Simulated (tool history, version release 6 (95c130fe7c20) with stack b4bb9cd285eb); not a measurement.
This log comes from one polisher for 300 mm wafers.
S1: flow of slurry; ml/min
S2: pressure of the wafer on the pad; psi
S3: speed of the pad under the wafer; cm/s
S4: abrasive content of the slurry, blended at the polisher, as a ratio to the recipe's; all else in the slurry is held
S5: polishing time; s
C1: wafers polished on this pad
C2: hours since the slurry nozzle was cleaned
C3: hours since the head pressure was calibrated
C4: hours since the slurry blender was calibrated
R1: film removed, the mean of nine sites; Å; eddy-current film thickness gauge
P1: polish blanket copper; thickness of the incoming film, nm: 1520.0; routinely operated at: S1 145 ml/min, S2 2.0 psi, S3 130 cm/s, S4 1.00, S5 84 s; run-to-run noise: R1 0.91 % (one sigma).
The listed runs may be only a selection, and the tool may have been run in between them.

run,hour,S1,S2,S3,S4,S5,C1,C2,C3,C4,R1
1,7.3,145,2.0,130,1.00,84,363,394.1,683.5,74.8,2550.2
2,15.9,145,2.0,130,1.00,84,406,402.7,692.1,83.4,2591.3
3,22.1,145,2.0,130,1.00,84,437,408.9,698.3,89.6,2590.6
4,28.2,195,2.0,130,1.00,84,467,415.0,704.4,95.7,2725.2
5,35.9,145,2.0,198,1.00,84,506,422.7,712.1,103.4,3923.2
6,43.3,145,2.0,70,1.00,84,543,430.1,719.5,110.8,1389.8
# hour 46.6: worn pad replaced by a new one
7,51.1,145,2.0,130,1.00,84,22,437.9,727.3,118.6,2596.2
8,59.5,85,2.0,130,1.00,84,64,446.3,735.7,127.0,2281.4
9,67.9,145,2.0,130,1.00,84,106,454.7,744.1,135.4,2573.7
10,75.5,145,2.0,130,0.50,84,145,462.3,751.7,143.0,2242.3
11,80.4,145,2.0,130,1.00,38,169,467.2,756.6,147.9,1174.1
12,86.7,145,1.4,130,1.00,84,201,473.5,762.9,154.2,1804.1
# hour 90.1: slurry nozzle cleaned
13,95.6,145,2.0,130,1.00,84,246,5.6,771.8,163.1,2584.1
# hour 99.2: slurry blender recalibrated
14,102.9,145,2.6,130,1.00,84,282,12.9,779.1,3.7,3335.7
15,111.6,145,2.6,164,1.00,84,326,21.6,787.8,12.4,4235.4
16,116.6,145,2.0,130,1.00,118,351,26.6,792.8,17.4,3651.2
17,124.7,145,2.0,130,1.45,84,392,34.7,800.9,25.5,2772.4
18,131.5,145,2.0,130,1.00,84,426,41.5,807.7,32.3,2554.7
19,137.0,145,2.0,130,1.00,84,453,47.0,813.2,37.8,2528.8
20,141.4,145,2.0,130,1.00,84,476,51.4,817.6,42.2,2451.3
21,148.8,145,2.0,130,1.00,84,513,58.8,825.0,49.6,2432.4
# hour 152.8: slurry blender recalibrated
# hour 153.2: worn pad replaced by a new one
22,154.2,145,2.0,130,1.00,84,5,64.2,830.4,1.5,2340.9
23,160.0,145,2.0,130,1.00,84,34,70.0,836.2,7.3,2347.0

Run 24 has not been measured yet. What should we expect?
24,169.0,145,2.0,130,1.00,84,79,79.0,845.2,16.3,?

For run 24 the tool returned R1 2342.8 Å.
